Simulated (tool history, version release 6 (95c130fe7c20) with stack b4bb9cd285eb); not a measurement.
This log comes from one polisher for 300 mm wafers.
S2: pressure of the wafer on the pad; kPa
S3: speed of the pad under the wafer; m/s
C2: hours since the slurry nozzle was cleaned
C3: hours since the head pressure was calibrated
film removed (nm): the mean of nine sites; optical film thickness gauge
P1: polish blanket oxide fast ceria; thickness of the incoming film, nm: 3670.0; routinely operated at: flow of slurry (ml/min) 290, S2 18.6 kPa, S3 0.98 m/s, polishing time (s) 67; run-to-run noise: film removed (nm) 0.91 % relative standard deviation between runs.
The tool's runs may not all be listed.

Run 1, hour 16.2: flow of slurry (ml/min) 290, S2 18.6 kPa, S3 0.98 m/s, polishing time (s) 67; wafers polished on this pad 441; C2 153.9; C3 596.3. Result: film removed (nm) 1171.70.
Run 2, hour 27.4: flow of slurry (ml/min) 290, S2 18.6 kPa, S3 0.98 m/s, polishing time (s) 67; wafers polished on this pad 558; C2 165.1; C3 607.5. Result: film removed (nm) 1201.10.
Run 3, hour 40.3: flow of slurry (ml/min) 290, S2 18.6 kPa, S3 0.98 m/s, polishing time (s) 67; wafers polished on this pad 693; C2 178.0; C3 620.4. Result: film removed (nm) 1190.50.
Run 4, hour 48.1: flow of slurry (ml/min) 425, S2 18.6 kPa, S3 0.98 m/s, polishing time (s) 67; wafers polished on this pad 775; C2 185.8; C3 628.2. Result: film removed (nm) 1217.30.
Run 5, hour 57.8: flow of slurry (ml/min) 290, S2 18.6 kPa, S3 0.98 m/s, polishing time (s) 67; wafers polished on this pad 877; C2 195.5; C3 637.9. Result: film removed (nm) 1184.60.
At hour 59.4: worn pad replaced by a new one.
Run 6, hour 75.1: flow of slurry (ml/min) 290, S2 18.6 kPa, S3 0.98 m/s, polishing time (s) 30; wafers polished on this pad 164; C2 212.8; C3 655.2. Result: film removed (nm) 536.06.
Run 7, hour 90.9: flow of slurry (ml/min) 290, S2 18.6 kPa, S3 1.54 m/s, polishing time (s) 67; wafers polished on this pad 330; C2 228.6; C3 671.0. Result: film removed (nm) 1894.50.
Run 8, hour 107.4: flow of slurry (ml/min) 290, S2 18.6 kPa, S3 0.98 m/s, polishing time (s) 104; wafers polished on this pad 502; C2 245.1; C3 687.5. Result: film removed (nm) 1846.80.
Run 9, hour 115.7: flow of slurry (ml/min) 290, S2 18.6 kPa, S3 0.68 m/s, polishing time (s) 67; wafers polished on this pad 589; C2 253.4; C3 695.8. Result: film removed (nm) 827.70.
Run 10, hour 132.6: flow of slurry (ml/min) 370, S2 18.6 kPa, S3 1.34 m/s, polishing time (s) 67; wafers polished on this pad 766; C2 270.3; C3 712.7. Result: film removed (nm) 1661.50.
Run 11, hour 149.7: flow of slurry (ml/min) 175, S2 18.6 kPa, S3 0.98 m/s, polishing time (s) 67; wafers polished on this pad 945; C2 287.4; C3 729.8. Result: film removed (nm) 1124.40.
Run 12, hour 158.3: flow of slurry (ml/min) 290, S2 25.5 kPa, S3 0.98 m/s, polishing time (s) 67; wafers polished on this pad 1036; C2 296.0; C3 738.4. Result: film removed (nm) 1635.20.
Run 13, hour 174.1: flow of slurry (ml/min) 290, S2 11.7 kPa, S3 0.98 m/s, polishing time (s) 67; wafers polished on this pad 1201; C2 311.8; C3 754.2. Result: film removed (nm) 749.62.
Run 14, hour 190.0: flow of slurry (ml/min) 290, S2 18.6 kPa, S3 0.98 m/s, polishing time (s) 67; wafers polished on this pad 1368; C2 327.7; C3 770.1. Result: film removed (nm) 1222.60.
Run 15, hour 201.9: flow of slurry (ml/min) 290, S2 18.6 kPa, S3 0.98 m/s, polishing time (s) 67; wafers polished on this pad 1492; C2 339.6; C3 782.0. Result: film removed (nm) 1184.10.
Run 16, hour 211.2: flow of slurry (ml/min) 290, S2 18.6 kPa, S3 0.98 m/s, polishing time (s) 67; wafers polished on this pad 1590; C2 348.9; C3 791.3. Result: film removed (nm) 1183.70.
Run 17, hour 226.1: flow of slurry (ml/min) 290, S2 18.6 kPa, S3 0.98 m/s, polishing time (s) 67; wafers polished on this pad 1746; C2 363.8; C3 806.2. Result: film removed (nm) 1166.30.
Run 18, hour 236.2: flow of slurry (ml/min) 290, S2 18.6 kPa, S3 0.98 m/s, polishing time (s) 67; wafers polished on this pad 1851; C2 373.9; C3 816.3. Result: film removed (nm) 1134.20.
Run 19, hour 250.7: flow of slurry (ml/min) 290, S2 18.6 kPa, S3 0.98 m/s, polishing time (s) 67; wafers polished on this pad 2003; C2 388.4; C3 830.8. Result: film removed (nm) 1141.40.
At hour 253.9: worn pad replaced by a new one.
Run 20, hour 266.3: flow of slurry (ml/min) 290, S2 18.6 kPa, S3 0.98 m/s, polishing time (s) 67; wafers polished on this pad 129; C2 404.0; C3 846.4. Result: film removed (nm) 1145.70.
Run 21, hour 276.5: flow of slurry (ml/min) 290, S2 18.6 kPa, S3 0.98 m/s, polishing time (s) 67; wafers polished on this pad 236; C2 414.2; C3 856.6. Result: film removed (nm) 1144.00.
Run 22, hour 286.7: flow of slurry (ml/min) 290, S2 18.6 kPa, S3 0.98 m/s, polishing time (s) 67; wafers polished on this pad 343; C2 424.4; C3 866.8. Result: film removed (nm) 1131.20.
Run 23, hour 301.4: flow of slurry (ml/min) 290, S2 18.6 kPa, S3 0.98 m/s, polishing time (s) 67; wafers polished on this pad 497; C2 439.1; C3 881.5. Result: film removed (nm) 1140.10.
Run 24, hour 318.4: flow of slurry (ml/min) 290, S2 18.6 kPa, S3 0.98 m/s, polishing time (s) 67; wafers polished on this pad 675; C2 456.1; C3 898.5. Result: film removed (nm) 1130.40.

The log shows P1 creeping away from where it was. Any of the 2 causes listed here, at the size stated for it, fits the log just as well as the others:
A: slurry flow missing at the pad, % = 38.7
B: head's pressure below its setpoint, % = 5.61
The drift started at roughly hour 201.9.
Every other cause this tool's parts could produce, and why it does not fit the log:
removal rate lost through wear of the pad, %: its service at hour 253.9 followed the start of the drift and did not put the process back to its old value

The 4 check runs listed below each average the results of 5 wafers, and their outcomes are marked with question marks. Under which run would the listed causes produce clearly different results?
Run check 1, hour 335.4: flow of slurry (ml/min) 290, S2 24.8 kPa, S3 0.98 m/s, polishing time (s) 32. Result: film removed (nm) ?.
Run check 2, hour 335.4: flow of slurry (ml/min) 290, S2 13.8 kPa, S3 0.98 m/s, polishing time (s) 46. Result: film removed (nm) ?.
Run check 3, hour 335.4: flow of slurry (ml/min) 290, S2 18.6 kPa, S3 1.52 m/s, polishing time (s) 95. Result: film removed (nm) ?.
Run check 4, hour 335.4: flow of slurry (ml/min) 175, S2 18.6 kPa, S3 0.98 m/s, polishing time (s) 42. Result: film removed (nm) ?.

Expected result of each check under each candidate cause:
  check             result     if A     if B
check 1  film removed (nm)   717.26   717.34
check 2  film removed (nm)   572.82   572.87
check 3  film removed (nm)  2477.00  2477.30
check 4  film removed (nm)   642.12   664.89
How far apart the two closest causes lie, in the result that separates them most: check 1 0.01 %; check 2 0.01 %; check 3 0.01 %; check 4 3.49 %
Of the check runs offered, only check 4 discriminates between the causes; the rest would read about the same regardless of which cause applies.

Here is what check 4 returned: film removed (nm) 643.59. Which cause is it?

The correct cause is A, namely: slurry flow missing at the pad, %.
